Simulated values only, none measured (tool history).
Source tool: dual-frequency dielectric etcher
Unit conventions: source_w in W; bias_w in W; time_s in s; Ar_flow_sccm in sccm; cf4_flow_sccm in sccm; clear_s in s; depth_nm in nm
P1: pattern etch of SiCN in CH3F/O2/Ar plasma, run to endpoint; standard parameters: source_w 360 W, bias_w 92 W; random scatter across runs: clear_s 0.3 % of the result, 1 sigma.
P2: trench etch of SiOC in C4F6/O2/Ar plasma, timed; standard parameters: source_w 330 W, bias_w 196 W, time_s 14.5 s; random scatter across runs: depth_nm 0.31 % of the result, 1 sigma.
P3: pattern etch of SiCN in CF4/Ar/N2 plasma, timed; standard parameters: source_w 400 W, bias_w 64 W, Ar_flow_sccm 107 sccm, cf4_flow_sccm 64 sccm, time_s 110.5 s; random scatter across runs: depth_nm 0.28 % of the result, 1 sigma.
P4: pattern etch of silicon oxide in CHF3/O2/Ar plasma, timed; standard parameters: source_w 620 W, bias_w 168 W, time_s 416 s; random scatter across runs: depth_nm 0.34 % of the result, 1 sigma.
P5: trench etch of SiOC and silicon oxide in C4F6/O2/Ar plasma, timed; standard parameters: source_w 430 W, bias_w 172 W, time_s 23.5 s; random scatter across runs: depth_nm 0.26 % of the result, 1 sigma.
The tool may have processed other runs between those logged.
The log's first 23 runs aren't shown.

run	hour	process	source_w	bias_w	time_s	Ar_flow_sccm	cf4_flow_sccm	hours since the last wet clean	hours since the last source power generator calibration	hours since the last bias power generator calibration	clear_s	depth_nm
24	268.9	P4	620	168	416			352.2	3228.6	1677.1		818.73
25	278	P5	430	172	23.5			361.3	3237.7	1686.2		47.356
26	293	P1	360	122				376.3	3252.7	1701.2	16.198	
27	300.9	P1	360	92				384.2	3260.6	1709.1	17.981	
28	309.2	P2	330	196	14.5			392.5	3268.9	1717.4		28.639
29	323.8	P2	450	196	14.5			407.1	3283.5	1732		32.213
30	336.7	P3	400	64	110.5	107	64	420	3296.4	1744.9		78.999
31	350.7	P1	360	92				434	3310.4	1758.9	18.016	

The next listed run, before its measurement:
32	364.3	P1	360	92				447.6	3324	1772.5	?	

{"run 32": {"clear_s": 17.965}}

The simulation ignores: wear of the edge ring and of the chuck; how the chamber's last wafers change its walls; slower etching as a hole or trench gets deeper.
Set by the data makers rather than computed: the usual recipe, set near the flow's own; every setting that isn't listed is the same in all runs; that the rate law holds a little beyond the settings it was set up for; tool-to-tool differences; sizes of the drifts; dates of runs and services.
